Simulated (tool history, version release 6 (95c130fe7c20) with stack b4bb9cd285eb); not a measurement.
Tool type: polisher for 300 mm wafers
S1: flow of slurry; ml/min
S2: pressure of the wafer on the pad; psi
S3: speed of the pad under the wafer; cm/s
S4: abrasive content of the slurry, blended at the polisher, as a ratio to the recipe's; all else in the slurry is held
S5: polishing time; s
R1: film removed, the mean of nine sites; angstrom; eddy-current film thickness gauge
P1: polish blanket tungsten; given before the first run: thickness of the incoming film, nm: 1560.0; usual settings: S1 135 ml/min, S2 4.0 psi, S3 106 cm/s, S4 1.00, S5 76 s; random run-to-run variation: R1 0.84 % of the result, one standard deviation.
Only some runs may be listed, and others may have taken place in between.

Run 1, hour 10.7: S1 135 ml/min, S2 4.0 psi, S3 106 cm/s, S4 1.00, S5 76 s. Result: R1 3685.4 angstrom.
Run 2, hour 18.4: S1 135 ml/min, S2 4.0 psi, S3 168 cm/s, S4 1.00, S5 76 s. Result: R1 5868.1 angstrom.
Run 3, hour 25.6: S1 135 ml/min, S2 5.8 psi, S3 106 cm/s, S4 1.00, S5 76 s. Result: R1 5261.9 angstrom.
At hour 31.3: head pressure recalibrated.
Run 4, hour 34.0: S1 135 ml/min, S2 4.0 psi, S3 106 cm/s, S4 1.00, S5 35 s. Result: R1 1711.0 angstrom.
Run 5, hour 43.2: S1 135 ml/min, S2 4.0 psi, S3 146 cm/s, S4 1.40, S5 76 s. Result: R1 5502.8 angstrom.
Run 6, hour 51.2: S1 185 ml/min, S2 4.0 psi, S3 106 cm/s, S4 1.00, S5 76 s. Result: R1 3934.1 angstrom.
Run 7, hour 62.3: S1 135 ml/min, S2 4.0 psi, S3 106 cm/s, S4 1.25, S5 76 s. Result: R1 3934.8 angstrom.
Run 8, hour 70.5: S1 135 ml/min, S2 4.0 psi, S3 152 cm/s, S4 1.00, S5 39 s. Result: R1 2766.0 angstrom.
Run 9, hour 78.2: S1 135 ml/min, S2 4.0 psi, S3 106 cm/s, S4 0.55, S5 76 s. Result: R1 3247.5 angstrom.
Run 10, hour 88.2: S1 135 ml/min, S2 4.0 psi, S3 106 cm/s, S4 1.00, S5 76 s. Result: R1 3697.1 angstrom.
Run 11, hour 99.7: S1 135 ml/min, S2 1.8 psi, S3 106 cm/s, S4 1.00, S5 76 s. Result: R1 1685.7 angstrom.
Run 12, hour 104.8: S1 80 ml/min, S2 4.0 psi, S3 106 cm/s, S4 1.00, S5 76 s. Result: R1 3273.0 angstrom.
Run 13, hour 112.8: S1 135 ml/min, S2 4.0 psi, S3 106 cm/s, S4 1.00, S5 76 s. Result: R1 3704.8 angstrom.
At hour 116.3: slurry tank refilled with fresh slurry and peroxide.
Run 14, hour 121.2: S1 135 ml/min, S2 4.0 psi, S3 106 cm/s, S4 1.00, S5 108 s. Result: R1 5270.9 angstrom.
Run 15, hour 130.9: S1 135 ml/min, S2 4.0 psi, S3 50 cm/s, S4 1.00, S5 76 s. Result: R1 1736.2 angstrom.
Run 16, hour 135.9: S1 80 ml/min, S2 4.0 psi, S3 106 cm/s, S4 0.80, S5 76 s. Result: R1 3047.6 angstrom.
Run 17, hour 144.8: S1 135 ml/min, S2 4.0 psi, S3 106 cm/s, S4 1.00, S5 76 s. Result: R1 3680.6 angstrom.
Run 18, hour 149.7: S1 135 ml/min, S2 4.0 psi, S3 106 cm/s, S4 1.00, S5 76 s. Result: R1 3663.7 angstrom.
Run 19, hour 155.6: S1 135 ml/min, S2 4.0 psi, S3 106 cm/s, S4 1.00, S5 76 s. Result: R1 3618.5 angstrom.
Run 20, hour 162.4: S1 135 ml/min, S2 4.0 psi, S3 106 cm/s, S4 1.00, S5 76 s. Result: R1 3600.3 angstrom.
Run 21, hour 169.4: S1 135 ml/min, S2 4.0 psi, S3 106 cm/s, S4 1.00, S5 76 s. Result: R1 3515.8 angstrom.
Run 22, hour 179.2: S1 135 ml/min, S2 4.0 psi, S3 106 cm/s, S4 1.00, S5 76 s. Result: R1 3492.9 angstrom.
At hour 183.7: worn pad replaced by a new one.
At hour 186.3: slurry blender recalibrated.
Run 23, hour 188.4: S1 135 ml/min, S2 4.0 psi, S3 106 cm/s, S4 1.00, S5 76 s. Result: R1 3365.5 angstrom.

What will run 24 give?
At hour 190.1: slurry tank refilled with fresh slurry and peroxide.
Run 24, hour 198.6: S1 135 ml/min, S2 4.0 psi, S3 106 cm/s, S4 1.00, S5 76 s. Result: R1 ?.

{"run 24": {"R1": 3465.1}}
